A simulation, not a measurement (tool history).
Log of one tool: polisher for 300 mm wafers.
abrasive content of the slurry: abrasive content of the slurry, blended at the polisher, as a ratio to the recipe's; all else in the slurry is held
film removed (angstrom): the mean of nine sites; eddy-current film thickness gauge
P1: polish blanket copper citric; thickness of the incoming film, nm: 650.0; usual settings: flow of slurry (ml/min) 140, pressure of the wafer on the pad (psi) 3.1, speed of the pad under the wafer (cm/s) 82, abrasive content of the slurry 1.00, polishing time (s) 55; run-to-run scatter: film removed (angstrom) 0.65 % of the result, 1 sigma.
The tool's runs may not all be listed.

run   hour  flow of slurry (ml/min)  pressure of the wafer on the pad (psi)  speed of the pad under the wafer (cm/s)  abrasive content of the slurry  polishing time (s)  film removed (angstrom)
  1   10.6                      140                                     3.1                                       82                            1.00                  55                   997.68
  2   21.1                      140                                     3.1                                      110                            0.55                  55                  1172.20
  3   34.2                      140                                     4.2                                       82                            1.00                  55                  1340.60
  4   46.5                      140                                     3.1                                       82                            1.00                  77                  1384.90
  5   63.6                      140                                     3.1                                       82                            0.50                  55                   863.66
  6   80.3                      140                                     3.1                                       38                            1.00                  55                   472.46
  7   97.7                      190                                     3.1                                       82                            1.00                  55                  1044.90
  8  115.0                      140                                     3.1                                       82                            1.45                  55                  1079.50
  9  123.3                      140                                     1.6                                       82                            1.00                  55                   519.07
 10  135.8                      140                                     3.1                                       82                            1.00                  28                   502.08
 11  146.9                      140                                     3.1                                       82                            1.00                  55                   991.17
 12  159.3                      140                                     3.1                                       82                            1.00                  55                   994.27
     161.0  -- slurry blender recalibrated
 13  171.1                      140                                     3.1                                       82                            1.00                  55                   996.38
 14  183.1                      140                                     3.1                                       82                            1.00                  55                   997.42
     196.5  -- slurry nozzle cleaned
 15  196.7                      140                                     3.1                                       82                            1.00                  55                   992.87
 16  210.7                      140                                     3.1                                      120                            1.00                  55                  1441.40
 17  225.0                       85                                     3.1                                       82                            1.00                  55                   882.96
 18  234.9                      140                                     3.1                                       82                            1.00                  55                   996.08
 19  244.1                      140                                     3.1                                       82                            1.00                  55                   943.38
 20  253.3                      140                                     3.1                                       82                            1.00                  55                   942.20
 21  265.4                      140                                     3.1                                       82                            1.00                  55                   901.58
     271.0  -- slurry blender recalibrated
 22  275.4                      140                                     3.1                                       82                            1.00                  55                   898.72
 23  285.6                      140                                     3.1                                       82                            1.00                  55                   896.75
     288.3  -- worn pad replaced by a new one
 24  297.7                      140                                     3.1                                       82                            1.00                  55                   886.25
 25  315.3                      140                                     3.1                                       82                            1.00                  55                   887.84
 26  324.4                      140                                     3.1                                       82                            1.00                  55                   881.49

What P1 gives has crept away from where it was. These 2 causes fit the log equally well, each at the size given:
A: head's pressure below its setpoint, % = 11.5
B: slurry flow missing at the pad, % = 39.9
The creep began at about hour 234.9.
Why every other cause is out:
removal rate lost through wear of the pad, %: serviced at hour 288.3, which brought nothing back
abrasive missing from the slurry, %: serviced at hour 271.0, which brought nothing back

4 check runs are offered, one wafer each, their results left as question marks. Which one tells the causes apart?
check 1  333.5                      140                                     3.1                                       62                            1.35                  55                        ?
check 2  333.5                      140                                     1.8                                       38                            1.00                  55                        ?
check 3  333.5                      140                                     3.1                                       50                            1.00                  55                        ?
check 4  333.5                       85                                     3.1                                       82                            1.00                  55                        ?

What each check would give under each cause:
  check                   result    if A    if B
check 1  film removed (angstrom)  719.52  719.09
check 2  film removed (angstrom)  257.93  255.77
check 3  film removed (angstrom)  548.94  548.01
check 4  film removed (angstrom)  786.40  738.93
How far apart the two closest causes lie, in the result that separates them most: check 1 0.06 %; check 2 0.84 %; check 3 0.17 %; check 4 6.23 %
Only check 4 tells the causes apart: in the others they would give nearly the same result.

Then check 4 was run and gave: film removed (angstrom) 779.08. Which cause is it?

It is A: head's pressure below its setpoint, %.
